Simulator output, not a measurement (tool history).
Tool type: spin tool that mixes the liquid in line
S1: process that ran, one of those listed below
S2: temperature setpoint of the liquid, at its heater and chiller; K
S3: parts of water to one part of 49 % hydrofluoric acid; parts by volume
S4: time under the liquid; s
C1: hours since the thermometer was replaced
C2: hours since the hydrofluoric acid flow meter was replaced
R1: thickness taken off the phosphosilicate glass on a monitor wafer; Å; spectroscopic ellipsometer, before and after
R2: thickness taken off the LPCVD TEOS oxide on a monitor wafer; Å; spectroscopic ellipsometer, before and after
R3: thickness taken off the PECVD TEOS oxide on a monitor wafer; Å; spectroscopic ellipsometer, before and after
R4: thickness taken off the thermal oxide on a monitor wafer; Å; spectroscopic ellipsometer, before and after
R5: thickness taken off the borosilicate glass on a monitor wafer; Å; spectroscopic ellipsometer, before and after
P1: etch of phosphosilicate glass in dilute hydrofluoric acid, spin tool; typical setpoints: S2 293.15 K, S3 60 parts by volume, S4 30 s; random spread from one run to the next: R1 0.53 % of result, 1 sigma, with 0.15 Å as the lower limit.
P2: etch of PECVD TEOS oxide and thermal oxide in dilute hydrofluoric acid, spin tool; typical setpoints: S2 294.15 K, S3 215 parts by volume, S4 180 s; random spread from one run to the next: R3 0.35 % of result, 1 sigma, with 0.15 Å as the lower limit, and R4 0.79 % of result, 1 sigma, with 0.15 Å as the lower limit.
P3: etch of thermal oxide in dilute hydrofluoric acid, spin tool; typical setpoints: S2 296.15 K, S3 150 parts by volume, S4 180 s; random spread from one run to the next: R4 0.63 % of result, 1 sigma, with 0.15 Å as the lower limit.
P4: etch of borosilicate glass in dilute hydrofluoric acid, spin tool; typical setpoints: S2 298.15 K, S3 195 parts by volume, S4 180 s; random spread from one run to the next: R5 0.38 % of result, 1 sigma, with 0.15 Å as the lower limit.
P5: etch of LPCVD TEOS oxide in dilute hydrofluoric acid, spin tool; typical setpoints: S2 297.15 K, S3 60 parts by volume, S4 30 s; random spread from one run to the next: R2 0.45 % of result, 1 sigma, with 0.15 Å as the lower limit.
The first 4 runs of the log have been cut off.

| run | hour | S1 | S2 | S3 | S4 | C1 | C2 | R1 | R2 | R3 | R4 | R5 |
|---|---|---|---|---|---|---|---|---|---|---|---|---|
| 5 | 43.5 | P5 | 297.15 | 20 | 30 | 380.2 | 637.5 |  | 961.21 |  |  |  |
| 6 | 51.7 | P1 | 293.15 | 60 | 15 | 388.4 | 645.7 | 237.83 |  |  |  |  |
| 7 | 60.3 | P1 | 293.15 | 30 | 30 | 397.0 | 654.3 | 982.22 |  |  |  |  |
| 8 | 65.9 | P1 | 293.15 | 60 | 30 | 402.6 | 659.9 | 477.80 |  |  |  |  |
| 9 | 76.6 | P5 | 290.15 | 60 | 30 | 413.3 | 670.6 |  | 224.32 |  |  |  |
| 10 | 86.6 | P3 | 296.15 | 265 | 180 | 423.3 | 680.6 |  |  |  | 25.417 |  |
| 11 | 93.1 | P1 | 293.15 | 90 | 15 | 429.8 | 687.1 | 153.09 |  |  |  |  |
| 12 | 98.6 | P5 | 297.15 | 60 | 60 | 435.3 | 692.6 |  | 599.80 |  |  |  |
| 13 | 106.0 | P1 | 293.15 | 90 | 55 | 442.7 | 700.0 | 558.18 |  |  |  |  |
| 14 | 117.6 | P1 | 293.15 | 60 | 30 | 454.3 | 711.6 | 473.82 |  |  |  |  |
| 15 | 126.7 | P1 | 290.15 | 60 | 30 | 463.4 | 720.7 | 418.76 |  |  |  |  |
| 16 | 139.0 | P1 | 297.15 | 60 | 30 | 475.7 | 733.0 | 571.63 |  |  |  |  |
| 17 | 148.2 | P1 | 293.15 | 60 | 50 | 484.9 | 742.2 | 791.44 |  |  |  |  |
| 18 | 155.1 | P4 | 298.15 | 195 | 90 | 491.8 | 749.1 |  |  |  |  | 76.502 |
| 19 | 165.1 | P4 | 298.15 | 30 | 180 | 501.8 | 759.1 |  |  |  |  | 1223.400 |
| 20 | 174.7 | P3 | 290.15 | 150 | 180 | 511.4 | 768.7 |  |  |  | 39.902 |  |
| 21 | 185.5 | P3 | 296.15 | 150 | 355 | 522.2 | 779.5 |  |  |  | 100.350 |  |
| 22 | 191.7 | P1 | 293.15 | 60 | 30 | 528.4 | 785.7 | 473.69 |  |  |  |  |
| 23 | 199.9 | P4 | 298.15 | 195 | 180 | 536.6 | 793.9 |  |  |  |  | 154.450 |

Run 24 has not been measured yet. What should we expect?
| 24 | 208.1 | P2 | 294.15 | 375 | 180 | 544.8 | 802.1 |  |  | ? | ? |  |

R3: 66.206 Å
R4: 15.567 Å

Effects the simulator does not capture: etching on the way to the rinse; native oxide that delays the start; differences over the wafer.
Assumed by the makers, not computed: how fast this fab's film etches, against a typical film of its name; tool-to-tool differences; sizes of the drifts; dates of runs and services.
